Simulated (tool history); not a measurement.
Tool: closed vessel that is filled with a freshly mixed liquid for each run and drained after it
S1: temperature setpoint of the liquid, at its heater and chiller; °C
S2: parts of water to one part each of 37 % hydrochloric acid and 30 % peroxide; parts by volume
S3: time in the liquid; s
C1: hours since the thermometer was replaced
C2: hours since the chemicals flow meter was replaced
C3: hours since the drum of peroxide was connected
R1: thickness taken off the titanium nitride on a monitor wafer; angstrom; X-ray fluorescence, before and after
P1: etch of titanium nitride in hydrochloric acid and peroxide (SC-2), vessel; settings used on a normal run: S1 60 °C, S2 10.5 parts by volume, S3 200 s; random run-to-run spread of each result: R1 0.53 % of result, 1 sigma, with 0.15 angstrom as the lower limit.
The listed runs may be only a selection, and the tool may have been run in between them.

run	day	S1	S2	S3	C1	C2	C3	R1
1	0.171	60	10.5	200	647.2	1039	396.4	112.58
2	0.296	60	10.5	200	650.2	1042	399.4	112.4
3	0.425	60	4	200	653.3	1045.1	402.5	236.19
4	0.621	60	10.5	200	658	1049.8	407.2	113.62
5	0.867	60	10.5	200	663.9	1055.7	413.1	112.5
6	1.079	60	10.5	30	669	1060.8	418.2	16.789
7	1.288	60	10.5	350	674	1065.8	423.2	197.48
8	1.408	45.5	10.5	120	676.9	1068.7	426.1	25.785
9	1.612	60	10.5	200	681.8	1073.6	431	113.14
10	1.796	48.5	10.5	200	686.2	1078	435.4	52.923
11	1.996	60	18.5	200	691	1082.8	440.2	68.232
# day 2.004: thermometer replaced
# day 2.062: new drum of peroxide connected
12	2.112	47	14.5	200	2.7	1085.6	1.2	36.477
13	2.229	67.5	10.5	200	5.5	1088.4	4	178.7
14	2.433	60	10.5	200	10.4	1093.3	8.9	111.71
15	2.692	60	10.5	200	16.6	1099.5	15.1	117.09
16	2.883	60	10.5	200	21.2	1104.1	19.7	119.81
17	3.075	60	10.5	200	25.8	1108.7	24.3	119.97

Run 18 comes next. What will it give?
18	3.267	60	10.5	200	30.4	1113.3	28.9	?

Run 18 measured R1 119.8 angstrom.
